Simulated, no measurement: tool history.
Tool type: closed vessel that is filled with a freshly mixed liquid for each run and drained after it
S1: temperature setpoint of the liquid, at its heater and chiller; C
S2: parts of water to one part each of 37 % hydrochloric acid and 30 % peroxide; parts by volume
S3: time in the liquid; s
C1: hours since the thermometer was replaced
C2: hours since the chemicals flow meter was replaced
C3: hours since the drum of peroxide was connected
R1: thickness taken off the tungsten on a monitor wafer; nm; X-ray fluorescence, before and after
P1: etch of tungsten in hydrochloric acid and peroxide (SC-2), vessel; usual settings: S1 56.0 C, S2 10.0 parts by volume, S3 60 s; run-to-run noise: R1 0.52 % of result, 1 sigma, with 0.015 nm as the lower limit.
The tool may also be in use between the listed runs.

Run 1, day 0.338: S1 56.0 C, S2 10.0 parts by volume, S3 60 s; C1 572.7; C2 1498.2; C3 251.3. Result: R1 15.1740 nm.
Run 2, day 0.533: S1 56.0 C, S2 4.0 parts by volume, S3 60 s; C1 577.4; C2 1502.9; C3 256.0. Result: R1 30.3580 nm.
Run 3, day 0.829: S1 40.0 C, S2 10.0 parts by volume, S3 30 s; C1 584.5; C2 1510.0; C3 263.1. Result: R1 2.5388 nm.
Run 4, day 1.108: S1 56.0 C, S2 10.0 parts by volume, S3 60 s; C1 591.2; C2 1516.7; C3 269.8. Result: R1 15.1840 nm.
Run 5, day 1.458: S1 56.0 C, S2 10.0 parts by volume, S3 120 s; C1 599.6; C2 1525.1; C3 278.2. Result: R1 30.4100 nm.
Run 6, day 1.679: S1 56.0 C, S2 10.0 parts by volume, S3 60 s; C1 604.9; C2 1530.4; C3 283.5. Result: R1 15.0210 nm.
Run 7, day 1.942: S1 56.0 C, S2 10.0 parts by volume, S3 30 s; C1 611.2; C2 1536.7; C3 289.8. Result: R1 7.6143 nm.
Run 8, day 2.125: S1 40.5 C, S2 10.0 parts by volume, S3 60 s; C1 615.6; C2 1541.1; C3 294.2. Result: R1 5.3083 nm.
At day 2.258: chemicals flow meter replaced.
Run 9, day 2.300: S1 56.0 C, S2 17.0 parts by volume, S3 60 s; C1 619.8; C2 1.1; C3 298.4. Result: R1 9.5519 nm.
Run 10, day 2.608: S1 71.5 C, S2 10.0 parts by volume, S3 60 s; C1 627.2; C2 8.5; C3 305.8. Result: R1 39.1500 nm.
At day 2.671: thermometer replaced.
Run 11, day 2.871: S1 56.0 C, S2 15.5 parts by volume, S3 30 s; C1 4.9; C2 14.8; C3 312.1. Result: R1 5.2129 nm.
Run 12, day 3.029: S1 56.0 C, S2 10.0 parts by volume, S3 60 s; C1 8.7; C2 18.6; C3 315.9. Result: R1 15.0910 nm.
Run 13, day 3.354: S1 56.0 C, S2 10.0 parts by volume, S3 60 s; C1 16.5; C2 26.4; C3 323.7. Result: R1 15.1860 nm.
Run 14, day 3.583: S1 56.0 C, S2 10.0 parts by volume, S3 60 s; C1 22.0; C2 31.9; C3 329.2. Result: R1 14.6240 nm.
Run 15, day 3.842: S1 56.0 C, S2 10.0 parts by volume, S3 60 s; C1 28.2; C2 38.1; C3 335.4. Result: R1 14.1020 nm.
Run 16, day 4.025: S1 56.0 C, S2 10.0 parts by volume, S3 60 s; C1 32.6; C2 42.5; C3 339.8. Result: R1 14.1010 nm.
Run 17, day 4.196: S1 56.0 C, S2 10.0 parts by volume, S3 60 s; C1 36.7; C2 46.6; C3 343.9. Result: R1 14.0520 nm.
Run 18, day 4.517: S1 56.0 C, S2 10.0 parts by volume, S3 60 s; C1 44.4; C2 54.3; C3 351.6. Result: R1 14.0390 nm.
At day 4.758: new drum of peroxide connected.
Run 19, day 4.862: S1 56.0 C, S2 10.0 parts by volume, S3 60 s; C1 52.7; C2 62.6; C3 2.5. Result: R1 13.7540 nm.
Run 20, day 5.133: S1 56.0 C, S2 10.0 parts by volume, S3 60 s; C1 59.2; C2 69.1; C3 9.0. Result: R1 13.8620 nm.

Run 21 has not been measured yet. What should we expect?
Run 21, day 5.471: S1 56.0 C, S2 10.0 parts by volume, S3 60 s; C1 67.3; C2 77.2; C3 17.1. Result: R1 ?.

{"run 21": {"R1": 13.702}}
